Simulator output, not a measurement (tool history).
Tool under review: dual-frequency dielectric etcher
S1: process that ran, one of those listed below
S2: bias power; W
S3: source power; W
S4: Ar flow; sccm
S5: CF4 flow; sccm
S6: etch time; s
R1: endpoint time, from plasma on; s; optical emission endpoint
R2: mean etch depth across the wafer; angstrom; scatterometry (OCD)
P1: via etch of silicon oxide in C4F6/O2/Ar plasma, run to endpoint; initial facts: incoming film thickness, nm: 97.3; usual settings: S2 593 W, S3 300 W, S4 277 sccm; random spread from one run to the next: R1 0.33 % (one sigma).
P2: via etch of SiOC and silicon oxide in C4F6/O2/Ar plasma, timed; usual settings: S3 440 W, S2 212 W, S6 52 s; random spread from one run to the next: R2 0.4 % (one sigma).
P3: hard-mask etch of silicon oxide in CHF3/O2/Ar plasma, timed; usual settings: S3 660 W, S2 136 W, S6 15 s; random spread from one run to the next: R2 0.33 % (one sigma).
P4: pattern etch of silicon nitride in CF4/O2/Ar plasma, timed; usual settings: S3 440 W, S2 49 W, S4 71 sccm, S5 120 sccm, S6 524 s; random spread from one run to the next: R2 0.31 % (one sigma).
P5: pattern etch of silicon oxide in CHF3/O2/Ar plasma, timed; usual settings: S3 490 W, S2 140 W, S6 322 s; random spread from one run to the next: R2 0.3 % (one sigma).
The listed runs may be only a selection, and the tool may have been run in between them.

{"run": 1, "day": 0.179, "S1": "P1", "S2": 593, "S3": 300, "S4": 277, "R1": 21.833}
{"run": 2, "day": 0.371, "S1": "P4", "S2": 49, "S3": 440, "S4": 71, "S5": 120, "S6": 524, "R2": 8870.1}
{"run": 3, "day": 0.608, "S1": "P1", "S2": 748, "S3": 300, "S4": 277, "R1": 19.978}
{"run": 4, "day": 0.783, "S1": "P3", "S2": 136, "S3": 660, "S6": 21, "R2": 378.02}
{"run": 5, "day": 1.067, "S1": "P1", "S2": 593, "S3": 300, "S4": 277, "R1": 21.902}
{"run": 6, "day": 1.312, "S1": "P1", "S2": 464, "S3": 360, "S4": 277, "R1": 22.567}
{"run": 7, "day": 1.554, "S1": "P4", "S2": 49, "S3": 440, "S4": 71, "S5": 84, "S6": 524, "R2": 8575.3}
{"run": 8, "day": 1.767, "S1": "P4", "S2": 49, "S3": 440, "S4": 71, "S5": 120, "S6": 308, "R2": 5234.5}
{"run": 9, "day": 2.062, "S1": "P3", "S2": 136, "S3": 450, "S6": 15, "R2": 234.13}
{"run": 10, "day": 2.304, "S1": "P1", "S2": 465, "S3": 300, "S4": 277, "R1": 24.032}
{"run": 11, "day": 2.504, "S1": "P1", "S2": 593, "S3": 300, "S4": 277, "R1": 21.742}
{"run": 12, "day": 2.692, "S1": "P5", "S2": 140, "S3": 660, "S6": 322, "R2": 5922.2}
{"run": 13, "day": 2.858, "S1": "P3", "S2": 172, "S3": 660, "S6": 15, "R2": 293.19}
{"run": 14, "day": 3.0, "S1": "P5", "S2": 140, "S3": 490, "S6": 322, "R2": 5313}
{"run": 15, "day": 3.138, "S1": "P1", "S2": 593, "S3": 300, "S4": 277, "R1": 21.968}
{"run": 16, "day": 3.425, "S1": "P2", "S2": 212, "S3": 260, "S6": 52, "R2": 503.74}
{"run": 17, "day": 3.633, "S1": "P1", "S2": 593, "S3": 300, "S4": 277, "R1": 21.915}
{"run": 18, "day": 3.796, "S1": "P2", "S2": 212, "S3": 440, "S6": 52, "R2": 612.66}
{"run": 19, "day": 4.021, "S1": "P4", "S2": 63, "S3": 440, "S4": 71, "S5": 120, "S6": 524, "R2": 9672.4}
{"run": 20, "day": 4.15, "S1": "P4", "S2": 49, "S3": 320, "S4": 71, "S5": 120, "S6": 524, "R2": 6678.8}
{"run": 21, "day": 4.317, "S1": "P5", "S2": 140, "S3": 490, "S6": 177, "R2": 2900.7}
{"run": 22, "day": 4.479, "S1": "P1", "S2": 593, "S3": 200, "S4": 323, "R1": 25.825}
{"run": 23, "day": 4.692, "S1": "P4", "S2": 49, "S3": 440, "S4": 71, "S5": 120, "S6": 524, "R2": 8859.1}
{"run": 24, "day": 4.846, "S1": "P1", "S2": 593, "S3": 300, "S4": 348, "R1": 22.542}
{"run": 25, "day": 4.975, "S1": "P3", "S2": 136, "S3": 660, "S6": 15, "R2": 272.99}
{"run": 26, "day": 5.162, "S1": "P1", "S2": 593, "S3": 190, "S4": 277, "R1": 25.911}
{"run": 27, "day": 5.354, "S1": "P5", "S2": 107, "S3": 490, "S6": 322, "R2": 4867.4}
{"run": 28, "day": 5.521, "S1": "P2", "S2": 212, "S3": 440, "S6": 69, "R2": 810.85}
{"run": 29, "day": 5.742, "S1": "P3", "S2": 136, "S3": 660, "S6": 15, "R2": 272.12}
{"run": 30, "day": 5.942, "S1": "P2", "S2": 254, "S3": 440, "S6": 52, "R2": 650.11}
{"run": 31, "day": 6.2, "S1": "P4", "S2": 49, "S3": 440, "S4": 47, "S5": 120, "S6": 524, "R2": 9187.3}
{"run": 32, "day": 6.358, "S1": "P1", "S2": 593, "S3": 390, "S4": 277, "R1": 19.893}
{"run": 33, "day": 6.638, "S1": "P1", "S2": 593, "S3": 300, "S4": 224, "R1": 21.26}
{"run": 34, "day": 6.896, "S1": "P1", "S2": 593, "S3": 300, "S4": 277, "R1": 21.924}
{"run": 35, "day": 7.05, "S1": "P1", "S2": 593, "S3": 300, "S4": 277, "R1": 21.984}
{"run": 36, "day": 7.329, "S1": "P1", "S2": 593, "S3": 300, "S4": 277, "R1": 22.138}
{"run": 37, "day": 7.475, "S1": "P1", "S2": 593, "S3": 300, "S4": 277, "R1": 22.121}
{"run": 38, "day": 7.7, "S1": "P1", "S2": 593, "S3": 300, "S4": 277, "R1": 22.166}
{"day": 7.742, "done": "wet clean of the chamber"}
{"day": 7.775, "done": "Ar flow controller replaced"}
{"run": 39, "day": 7.838, "S1": "P1", "S2": 593, "S3": 300, "S4": 277, "R1": 22.044}
{"run": 40, "day": 8.038, "S1": "P1", "S2": 593, "S3": 300, "S4": 277, "R1": 22.251}
{"run": 41, "day": 8.262, "S1": "P1", "S2": 593, "S3": 300, "S4": 277, "R1": 22.22}

Run 42 has not been measured yet. What should we expect?
{"run": 42, "day": 8.554, "S1": "P1", "S2": 593, "S3": 300, "S4": 277, "R1": "?"}

Run 42 yielded R1 22.199 s.
